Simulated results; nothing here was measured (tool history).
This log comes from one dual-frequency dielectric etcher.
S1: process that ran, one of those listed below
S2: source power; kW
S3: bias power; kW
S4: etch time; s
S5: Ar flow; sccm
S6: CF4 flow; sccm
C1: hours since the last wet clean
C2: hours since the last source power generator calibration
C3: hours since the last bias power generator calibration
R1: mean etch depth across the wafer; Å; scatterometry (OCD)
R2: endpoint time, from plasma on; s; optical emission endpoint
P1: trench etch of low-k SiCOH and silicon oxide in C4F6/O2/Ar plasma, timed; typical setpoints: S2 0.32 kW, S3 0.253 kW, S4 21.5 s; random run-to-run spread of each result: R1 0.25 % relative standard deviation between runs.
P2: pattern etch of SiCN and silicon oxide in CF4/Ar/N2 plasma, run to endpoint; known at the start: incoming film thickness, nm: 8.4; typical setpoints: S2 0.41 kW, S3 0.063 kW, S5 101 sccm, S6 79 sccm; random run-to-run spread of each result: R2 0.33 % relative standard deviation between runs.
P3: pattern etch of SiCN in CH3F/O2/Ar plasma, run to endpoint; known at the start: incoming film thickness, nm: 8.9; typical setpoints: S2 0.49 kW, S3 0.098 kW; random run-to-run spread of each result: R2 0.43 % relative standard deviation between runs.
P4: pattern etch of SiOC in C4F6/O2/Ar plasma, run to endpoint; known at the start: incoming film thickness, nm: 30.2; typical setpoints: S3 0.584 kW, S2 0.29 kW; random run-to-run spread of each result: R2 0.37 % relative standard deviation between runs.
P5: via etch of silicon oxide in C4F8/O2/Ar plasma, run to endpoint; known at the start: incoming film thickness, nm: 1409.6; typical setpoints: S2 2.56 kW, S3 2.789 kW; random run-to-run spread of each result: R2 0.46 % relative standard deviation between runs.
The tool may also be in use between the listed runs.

run 1 day=0.154 | S1=P1 S2=0.32 S3=0.253 S4=21.5 | C1=140.9 C2=1278.7 C3=1615.9 | R1=677.67
run 2 day=0.304 | S1=P1 S2=0.23 S3=0.253 S4=21.5 | C1=144.5 C2=1282.3 C3=1619.5 | R1=601.87
run 3 day=0.412 | S1=P5 S2=2.56 S3=3.437 | C1=147.1 C2=1284.9 C3=1622.1 | R2=212.31
run 4 day=0.625 | S1=P2 S2=0.41 S3=0.063 S5=101 S6=79 | C1=152.2 C2=1290 C3=1627.2 | R2=10.93
run 5 day=0.771 | S1=P1 S2=0.32 S3=0.253 S4=31 | C1=155.7 C2=1293.5 C3=1630.7 | R1=979.92
run 6 day=0.917 | S1=P2 S2=0.41 S3=0.063 S5=75 S6=79 | C1=159.2 C2=1297 C3=1634.2 | R2=10.533
run 7 day=1.142 | S1=P1 S2=0.32 S3=0.253 S4=21.5 | C1=164.6 C2=1302.4 C3=1639.6 | R1=681.58
run 8 day=1.35 | S1=P1 S2=0.32 S3=0.305 S4=17 | C1=169.6 C2=1307.4 C3=1644.6 | R1=573.68
run 9 day=1.471 | S1=P4 S2=0.41 S3=0.584 | C1=172.5 C2=1310.3 C3=1647.5 | R2=8.9699
run 10 day=1.671 | S1=P5 S2=3.62 S3=2.789 | C1=177.3 C2=1315.1 C3=1652.3 | R2=196.95
-- day=1.804 wet clean of the chamber
run 11 day=1.888 | S1=P1 S2=0.32 S3=0.253 S4=21.5 | C1=2.1 C2=1320.3 C3=1657.5 | R1=683.56
run 12 day=2.004 | S1=P1 S2=0.32 S3=0.253 S4=13 | C1=4.9 C2=1323.1 C3=1660.3 | R1=411.58
run 13 day=2.162 | S1=P2 S2=0.41 S3=0.063 S5=101 S6=79 | C1=8.7 C2=1326.9 C3=1664.1 | R2=11.039
run 14 day=2.342 | S1=P5 S2=2.56 S3=2.789 | C1=13 C2=1331.2 C3=1668.4 | R2=228.47
run 15 day=2.554 | S1=P4 S2=0.29 S3=0.77 | C1=18.1 C2=1336.3 C3=1673.5 | R2=9.1355
run 16 day=2.688 | S1=P2 S2=0.41 S3=0.063 S5=101 S6=97 | C1=21.3 C2=1339.5 C3=1676.7 | R2=10.705
run 17 day=2.883 | S1=P1 S2=0.32 S3=0.327 S4=21.5 | C1=26 C2=1344.2 C3=1681.4 | R1=744.35
run 18 day=3.071 | S1=P3 S2=0.49 S3=0.098 | C1=30.5 C2=1348.7 C3=1685.9 | R2=20.137
run 19 day=3.233 | S1=P3 S2=0.49 S3=0.124 | C1=34.4 C2=1352.6 C3=1689.8 | R2=18.397
run 20 day=3.333 | S1=P3 S2=0.69 S3=0.098 | C1=36.8 C2=1355 C3=1692.2 | R2=17.761
run 21 day=3.488 | S1=P1 S2=0.32 S3=0.166 S4=21.5 | C1=40.5 C2=1358.7 C3=1695.9 | R1=596.34
run 22 day=3.708 | S1=P1 S2=0.32 S3=0.253 S4=21.5 | C1=45.8 C2=1364 C3=1701.2 | R1=683.75
run 23 day=3.821 | S1=P5 S2=2.56 S3=2.789 | C1=48.5 C2=1366.7 C3=1703.9 | R2=228.28
run 24 day=3.925 | S1=P2 S2=0.41 S3=0.045 S5=101 S6=79 | C1=51 C2=1369.2 C3=1706.4 | R2=12.193
run 25 day=4.142 | S1=P1 S2=0.45 S3=0.253 S4=21.5 | C1=56.2 C2=1374.4 C3=1711.6 | R1=772.8
run 26 day=4.275 | S1=P4 S2=0.29 S3=0.584 | C1=59.4 C2=1377.6 C3=1714.8 | R2=10.239
run 27 day=4.421 | S1=P1 S2=0.32 S3=0.253 S4=21.5 | C1=62.9 C2=1381.1 C3=1718.3 | R1=681.52
run 28 day=4.646 | S1=P3 S2=0.49 S3=0.098 | C1=68.3 C2=1386.5 C3=1723.7 | R2=19.954
run 29 day=4.825 | S1=P2 S2=0.26 S3=0.063 S5=101 S6=79 | C1=72.6 C2=1390.8 C3=1728 | R2=16.298
run 30 day=5.025 | S1=P1 S2=0.32 S3=0.253 S4=21.5 | C1=77.4 C2=1395.6 C3=1732.8 | R1=680.03
run 31 day=5.162 | S1=P1 S2=0.32 S3=0.253 S4=21.5 | C1=80.7 C2=1398.9 C3=1736.1 | R1=685.44
run 32 day=5.358 | S1=P1 S2=0.32 S3=0.253 S4=21.5 | C1=85.4 C2=1403.6 C3=1740.8 | R1=690.11
run 33 day=5.517 | S1=P1 S2=0.32 S3=0.253 S4=21.5 | C1=89.2 C2=1407.4 C3=1744.6 | R1=689.98
-- day=5.667 wet clean of the chamber
run 34 day=5.712 | S1=P1 S2=0.32 S3=0.253 S4=21.5 | C1=1.2 C2=1412.1 C3=1749.3 | R1=690.99
run 35 day=5.9 | S1=P1 S2=0.32 S3=0.253 S4=21.5 | C1=5.7 C2=1416.6 C3=1753.8 | R1=693.44
run 36 day=6.008 | S1=P1 S2=0.32 S3=0.253 S4=21.5 | C1=8.3 C2=1419.2 C3=1756.4 | R1=692.42

The log shows P1 creeping away from where it was. Any of the 2 causes listed here, at the size stated for it, fits the log just as well as the others:
A: source power that arrives over what is set, % = 3.9
B: bias power that arrives over what is set, % = 4.32
The process output started creeping at around day 5.025.
The rest of the possible causes, and what rules out each one:
chamber walls in a state that raises the etch rate, %: serviced at day 5.667, after the drift had started, without restoring the earlier output

Each of the check runs listed below is run on 2 wafers and reports their average, with the results left as question marks. Pick the one under which the possible causes would lead to clearly different results.
run check 1 day=6.117 | S1=P5 S2=2.56 S3=2.789 | R2=?
run check 2 day=6.117 | S1=P4 S2=0.29 S3=0.584 | R2=?
run check 3 day=6.117 | S1=P2 S2=0.41 S3=0.063 S5=101 S6=79 | R2=?
run check 4 day=6.117 | S1=P3 S2=0.49 S3=0.098 | R2=?

What each check would give under each cause:
check=check_1 result=R2 if_A=223.68 if_B=224.19
check=check_2 result=R2 if_A=10.043 if_B=10.019
check=check_3 result=R2 if_A=10.572 if_B=10.787
check=check_4 result=R2 if_A=19.838 if_B=19.807
Minimum pairwise separation of causes per check, each pair taken at its best-separating result: check 1 0.23 %; check 2 0.25 %; check 3 2.01 %; check 4 0.16 %
Only in check 3 would the causes give clearly different results; in the remaining checks their results would be nearly the same.

After running check 3, the following was obtained: R2 10.567 s. Which cause does this point to?

A is the cause: source power that arrives over what is set, %.
